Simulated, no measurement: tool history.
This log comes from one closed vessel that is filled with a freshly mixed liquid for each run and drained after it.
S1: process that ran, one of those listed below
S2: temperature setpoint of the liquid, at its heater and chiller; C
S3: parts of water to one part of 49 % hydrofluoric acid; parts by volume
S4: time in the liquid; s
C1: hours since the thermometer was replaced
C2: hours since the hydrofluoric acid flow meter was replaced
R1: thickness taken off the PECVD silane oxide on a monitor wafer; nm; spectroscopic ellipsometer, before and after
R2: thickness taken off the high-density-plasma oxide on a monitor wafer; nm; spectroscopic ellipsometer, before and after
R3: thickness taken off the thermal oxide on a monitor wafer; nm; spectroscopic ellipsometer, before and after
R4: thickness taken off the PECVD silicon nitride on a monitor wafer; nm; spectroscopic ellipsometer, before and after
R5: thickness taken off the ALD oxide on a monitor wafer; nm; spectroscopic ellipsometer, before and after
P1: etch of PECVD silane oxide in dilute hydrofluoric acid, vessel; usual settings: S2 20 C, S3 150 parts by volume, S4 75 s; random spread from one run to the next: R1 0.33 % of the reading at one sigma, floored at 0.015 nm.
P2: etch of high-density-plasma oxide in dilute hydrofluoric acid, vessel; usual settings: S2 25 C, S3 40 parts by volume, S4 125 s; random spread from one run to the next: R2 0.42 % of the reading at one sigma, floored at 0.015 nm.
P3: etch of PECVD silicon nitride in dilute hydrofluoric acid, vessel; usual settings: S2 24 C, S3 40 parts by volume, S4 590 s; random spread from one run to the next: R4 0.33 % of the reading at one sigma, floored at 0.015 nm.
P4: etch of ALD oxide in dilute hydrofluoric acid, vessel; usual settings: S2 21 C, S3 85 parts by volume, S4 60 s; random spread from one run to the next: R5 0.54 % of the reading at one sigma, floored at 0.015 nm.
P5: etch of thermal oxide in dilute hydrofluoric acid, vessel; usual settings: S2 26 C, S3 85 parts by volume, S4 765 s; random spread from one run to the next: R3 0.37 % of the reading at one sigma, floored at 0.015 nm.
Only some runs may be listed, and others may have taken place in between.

run 1 day=0.142 | S1=P1 S2=20 S3=150 S4=75 | C1=363.1 C2=426.9 | R1=14.967
run 2 day=0.296 | S1=P2 S2=25 S3=40 S4=125 | C1=366.8 C2=430.6 | R2=17.392
run 3 day=0.429 | S1=P2 S2=25 S3=40 S4=125 | C1=370 C2=433.8 | R2=17.394
run 4 day=0.654 | S1=P5 S2=26 S3=85 S4=765 | C1=375.4 C2=439.2 | R3=46.873
run 5 day=0.779 | S1=P1 S2=20 S3=150 S4=75 | C1=378.4 C2=442.2 | R1=15.054
run 6 day=0.962 | S1=P5 S2=26 S3=85 S4=30 | C1=382.8 C2=446.6 | R3=1.8562
run 7 day=1.146 | S1=P2 S2=25 S3=75 S4=125 | C1=387.2 C2=451 | R2=8.8505
run 8 day=1.267 | S1=P3 S2=24 S3=40 S4=590 | C1=390.1 C2=453.9 | R4=33.294
run 9 day=1.4 | S1=P2 S2=17.5 S3=40 S4=125 | C1=393.3 C2=457.1 | R2=12.564
run 10 day=1.525 | S1=P5 S2=34 S3=85 S4=765 | C1=396.3 C2=460.1 | R3=63.59
run 11 day=1.692 | S1=P3 S2=24 S3=40 S4=1135 | C1=400.3 C2=464.1 | R4=64.199
run 12 day=1.792 | S1=P1 S2=20 S3=150 S4=75 | C1=402.7 C2=466.5 | R1=14.914
run 13 day=1.95 | S1=P1 S2=20 S3=75 S4=125 | C1=406.5 C2=470.3 | R1=54.042
run 14 day=2.158 | S1=P5 S2=26 S3=135 S4=765 | C1=411.5 C2=475.3 | R3=27.818
run 15 day=2.358 | S1=P1 S2=20 S3=150 S4=75 | C1=416.3 C2=480.1 | R1=14.926
run 16 day=2.488 | S1=P1 S2=20 S3=150 S4=150 | C1=419.4 C2=483.2 | R1=29.978
run 17 day=2.675 | S1=P1 S2=17 S3=45 S4=75 | C1=423.9 C2=487.7 | R1=49.284
run 18 day=2.825 | S1=P1 S2=27.5 S3=150 S4=75 | C1=427.5 C2=491.3 | R1=19.889
run 19 day=2.975 | S1=P4 S2=17 S3=85 S4=60 | C1=431.1 C2=494.9 | R5=10.89
run 20 day=3.146 | S1=P3 S2=24 S3=65 S4=590 | C1=435.2 C2=499 | R4=20.867
run 21 day=3.312 | S1=P1 S2=20 S3=275 S4=75 | C1=439.2 C2=503 | R1=7.2859
run 22 day=3.471 | S1=P4 S2=21 S3=140 S4=60 | C1=443 C2=506.8 | R5=7.2469
run 23 day=3.604 | S1=P4 S2=21 S3=85 S4=60 | C1=446.2 C2=510 | R5=12.849
run 24 day=3.779 | S1=P2 S2=25 S3=40 S4=225 | C1=450.4 C2=514.2 | R2=31.099

Predict the results of run 25:
run 25 day=3.954 | S1=P1 S2=20 S3=150 S4=30 | C1=454.6 C2=518.4 | R1=?

R1: 5.9985 nm
